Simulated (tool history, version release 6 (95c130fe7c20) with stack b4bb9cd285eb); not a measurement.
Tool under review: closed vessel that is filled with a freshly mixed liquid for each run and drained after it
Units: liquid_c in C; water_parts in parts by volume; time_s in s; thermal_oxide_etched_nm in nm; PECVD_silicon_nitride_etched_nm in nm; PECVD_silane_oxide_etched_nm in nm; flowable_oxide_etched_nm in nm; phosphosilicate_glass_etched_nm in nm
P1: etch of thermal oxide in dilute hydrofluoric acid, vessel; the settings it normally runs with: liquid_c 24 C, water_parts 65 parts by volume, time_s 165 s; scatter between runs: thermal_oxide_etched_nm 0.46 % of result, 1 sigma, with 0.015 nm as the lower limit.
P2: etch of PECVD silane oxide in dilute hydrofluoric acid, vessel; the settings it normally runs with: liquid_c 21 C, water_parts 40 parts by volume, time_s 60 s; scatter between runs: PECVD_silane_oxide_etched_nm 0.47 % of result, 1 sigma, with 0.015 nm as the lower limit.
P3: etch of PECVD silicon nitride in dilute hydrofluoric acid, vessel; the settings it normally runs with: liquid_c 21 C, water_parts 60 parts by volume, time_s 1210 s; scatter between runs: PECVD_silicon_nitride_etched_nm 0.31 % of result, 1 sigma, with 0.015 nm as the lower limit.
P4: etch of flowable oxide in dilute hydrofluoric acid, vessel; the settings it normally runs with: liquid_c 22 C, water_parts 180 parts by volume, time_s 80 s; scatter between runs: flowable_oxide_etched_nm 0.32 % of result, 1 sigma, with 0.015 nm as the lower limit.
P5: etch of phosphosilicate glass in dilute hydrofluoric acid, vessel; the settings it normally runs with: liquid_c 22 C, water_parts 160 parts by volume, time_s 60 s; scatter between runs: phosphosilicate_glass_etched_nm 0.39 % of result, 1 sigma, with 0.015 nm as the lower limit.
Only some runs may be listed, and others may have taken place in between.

| run | hour | process | liquid_c | water_parts | time_s | hours since the thermometer was replaced | hours since the hydrofluoric acid flow meter was replaced | thermal_oxide_etched_nm | PECVD_silicon_nitride_etched_nm | PECVD_silane_oxide_etched_nm | flowable_oxide_etched_nm | phosphosilicate_glass_etched_nm |
|---|---|---|---|---|---|---|---|---|---|---|---|---|
| 1 | 8.6 | P1 | 24 | 65 | 165 | 1425.6 | 354.5 | 12.291 |  |  |  |  |
| 2 | 19.4 | P1 | 24 | 65 | 30 | 1436.4 | 365.3 | 2.242 |  |  |  |  |
| 3 | 27.9 | P1 | 24 | 65 | 165 | 1444.9 | 373.8 | 12.227 |  |  |  |  |
| 4 | 39.3 | P3 | 21 | 25 | 1210 | 1456.3 | 385.2 |  | 100.68 |  |  |  |
| 5 | 49 | P1 | 24 | 105 | 165 | 1466 | 394.9 | 7.2215 |  |  |  |  |
| 6 | 57.1 | P1 | 24 | 65 | 165 | 1474.1 | 403 | 12.269 |  |  |  |  |
| 7 | 66.7 | P2 | 21 | 40 | 60 | 1483.7 | 412.6 |  |  | 21.297 |  |  |
| 8 | 78.3 | P4 | 22 | 180 | 80 | 1495.3 | 424.2 |  |  |  | 22.729 |  |
| 9 | 86.1 | P1 | 17 | 65 | 290 | 1503.1 | 432 | 16.044 |  |  |  |  |
| 10 | 95.1 | P5 | 22 | 160 | 110 | 1512.1 | 441 |  |  |  |  | 50.819 |
| 11 | 104.4 | P2 | 21 | 65 | 60 | 1521.4 | 450.3 |  |  | 12.646 |  |  |
| 12 | 112.6 | P4 | 22 | 50 | 80 | 1529.6 | 458.5 |  |  |  | 94.873 |  |
| 13 | 120.8 | P5 | 22 | 70 | 60 | 1537.8 | 466.7 |  |  |  |  | 70.565 |
| 14 | 129.8 | P3 | 21 | 60 | 1210 | 1546.8 | 475.7 |  | 42.957 |  |  |  |
| 15 | 138.6 | P1 | 24 | 65 | 165 | 1555.6 | 484.5 | 12.483 |  |  |  |  |
| 16 | 144.8 | P5 | 22 | 160 | 60 | 1561.8 | 490.7 |  |  |  |  | 27.556 |
| 17 | 151.7 | P3 | 21 | 60 | 1210 | 1568.7 | 497.6 |  | 43.114 |  |  |  |
| 18 | 159.7 | P4 | 22 | 180 | 30 | 1576.7 | 505.6 |  |  |  | 8.5461 |  |
| 19 | 166.5 | P4 | 17 | 180 | 80 | 1583.5 | 512.4 |  |  |  | 18.716 |  |
| 20 | 175.1 | P1 | 24 | 65 | 165 | 1592.1 | 521 | 12.34 |  |  |  |  |
| 21 | 182.7 | P5 | 29 | 160 | 60 | 1599.7 | 528.6 |  |  |  |  | 35.636 |
| 22 | 191.2 | P1 | 29.5 | 65 | 165 | 1608.2 | 537.1 | 15.446 |  |  |  |  |
| 23 | 199.6 | P1 | 24 | 30 | 165 | 1616.6 | 545.5 | 27.794 |  |  |  |  |
| 24 | 209.3 | P1 | 19 | 65 | 165 | 1626.3 | 555.2 | 10.045 |  |  |  |  |
| 25 | 219.2 | P5 | 22 | 160 | 60 | 1636.2 | 565.1 |  |  |  |  | 27.834 |
| 26 | 225.9 | P3 | 17 | 60 | 1210 | 1642.9 | 571.8 |  | 32.555 |  |  |  |
| 27 | 233.3 | P2 | 17 | 40 | 60 | 1650.3 | 579.2 |  |  | 17.879 |  |  |
| 28 | 243 | P1 | 24 | 65 | 165 | 1660 | 588.9 | 12.363 |  |  |  |  |
| 29 | 254.7 | P1 | 24 | 65 | 260 | 1671.7 | 600.6 | 19.348 |  |  |  |  |
| 30 | 264.4 | P2 | 21 | 40 | 105 | 1681.4 | 610.3 |  |  | 37.134 |  |  |
| 31 | 271.6 | P1 | 30 | 65 | 35 | 1688.6 | 617.5 | 3.3029 |  |  |  |  |
| 32 | 277.7 | P3 | 21 | 60 | 2320 | 1694.7 | 623.6 |  | 81.996 |  |  |  |
| 33 | 284.1 | P1 | 18 | 65 | 70 | 1701.1 | 630 | 4.0575 |  |  |  |  |
| 34 | 293.2 | P1 | 24 | 65 | 165 | 1710.2 | 639.1 | 12.276 |  |  |  |  |
| 35 | 302.8 | P1 | 24 | 65 | 165 | 1719.8 | 648.7 | 11.713 |  |  |  |  |
| 36 | 309.7 | P1 | 24 | 65 | 165 | 1726.7 | 655.6 | 11.502 |  |  |  |  |
| 37 | 319.3 | P1 | 24 | 65 | 165 | 1736.3 | 665.2 | 11.402 |  |  |  |  |
| 38 | 324.4 | P1 | 24 | 65 | 165 | 1741.4 | 670.3 | 11.289 |  |  |  |  |

The next listed run, before its measurement:
| 39 | 335.7 | P1 | 24 | 65 | 165 | 1752.7 | 681.6 | ? |  |  |  |  |

{"run 39": {"thermal_oxide_etched_nm": 11.332}}
